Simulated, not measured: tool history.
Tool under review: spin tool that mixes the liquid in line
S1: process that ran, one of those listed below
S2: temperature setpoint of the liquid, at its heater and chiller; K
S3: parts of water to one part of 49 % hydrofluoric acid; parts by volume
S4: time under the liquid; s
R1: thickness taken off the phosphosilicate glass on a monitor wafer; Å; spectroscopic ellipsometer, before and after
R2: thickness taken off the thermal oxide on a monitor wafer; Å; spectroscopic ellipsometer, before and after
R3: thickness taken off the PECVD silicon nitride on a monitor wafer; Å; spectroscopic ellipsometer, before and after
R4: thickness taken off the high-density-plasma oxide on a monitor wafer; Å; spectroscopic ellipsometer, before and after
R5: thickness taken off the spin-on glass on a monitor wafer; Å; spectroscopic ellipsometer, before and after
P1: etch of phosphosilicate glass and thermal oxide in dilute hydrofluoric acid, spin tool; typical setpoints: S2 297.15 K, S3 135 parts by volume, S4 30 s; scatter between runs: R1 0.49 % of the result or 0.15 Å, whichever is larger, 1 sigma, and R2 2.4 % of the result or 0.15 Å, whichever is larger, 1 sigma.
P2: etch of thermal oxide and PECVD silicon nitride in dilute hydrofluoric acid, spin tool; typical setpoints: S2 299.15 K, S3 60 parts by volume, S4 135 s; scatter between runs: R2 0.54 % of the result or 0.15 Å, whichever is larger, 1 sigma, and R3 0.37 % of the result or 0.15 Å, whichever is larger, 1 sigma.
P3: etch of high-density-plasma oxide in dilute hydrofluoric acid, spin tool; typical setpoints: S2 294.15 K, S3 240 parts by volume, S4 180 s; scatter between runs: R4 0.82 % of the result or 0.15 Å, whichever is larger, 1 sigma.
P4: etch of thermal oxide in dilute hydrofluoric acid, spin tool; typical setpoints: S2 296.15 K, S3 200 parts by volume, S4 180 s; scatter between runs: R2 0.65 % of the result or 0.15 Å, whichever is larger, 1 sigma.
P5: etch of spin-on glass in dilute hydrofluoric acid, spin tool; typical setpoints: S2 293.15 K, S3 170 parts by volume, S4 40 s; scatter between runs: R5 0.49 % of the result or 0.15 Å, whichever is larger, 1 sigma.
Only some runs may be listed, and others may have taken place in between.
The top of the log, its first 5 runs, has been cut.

run	day	S1	S2	S3	S4	R1	R2	R3	R4	R5
6	2.229	P5	300.15	170	40					90.938
7	2.662	P3	300.15	240	180				37.312	
8	2.900	P4	296.15	200	45		8.8941			
9	3.262	P1	297.15	135	15	100.240	5.0785			
10	3.612	P1	290.15	135	15	75.954	3.8647			
11	4.017	P1	297.15	220	45	168.360	8.7955			
12	4.488	P2	306.65	60	135		164.2800	128.1700		
13	4.838	P5	293.15	170	40					69.933
14	5.271	P4	291.15	200	180		28.7190			
15	5.646	P4	296.15	200	180		35.1870			
16	5.979	P4	296.15	365	180		16.4590			
17	6.454	P1	297.15	135	30	201.800	10.6630			
18	6.979	P1	297.15	250	30	94.739	4.8320			
19	7.296	P5	293.15	40	40					344.030
20	7.604	P1	297.15	135	30	197.980	9.9965			
21	8.092	P1	297.15	135	30	200.980	10.8710			
22	8.592	P1	297.15	135	55	366.600	19.2800			
23	8.971	P1	297.15	135	30	199.900	10.2900			
24	9.467	P1	297.15	60	30	497.100	26.0180			
25	9.908	P3	294.15	70	180				122.750	

Estimate the outcome of run 26 from the log above:
26	10.158	P4	296.15	200	180		?			

R2: 35.3890 Å

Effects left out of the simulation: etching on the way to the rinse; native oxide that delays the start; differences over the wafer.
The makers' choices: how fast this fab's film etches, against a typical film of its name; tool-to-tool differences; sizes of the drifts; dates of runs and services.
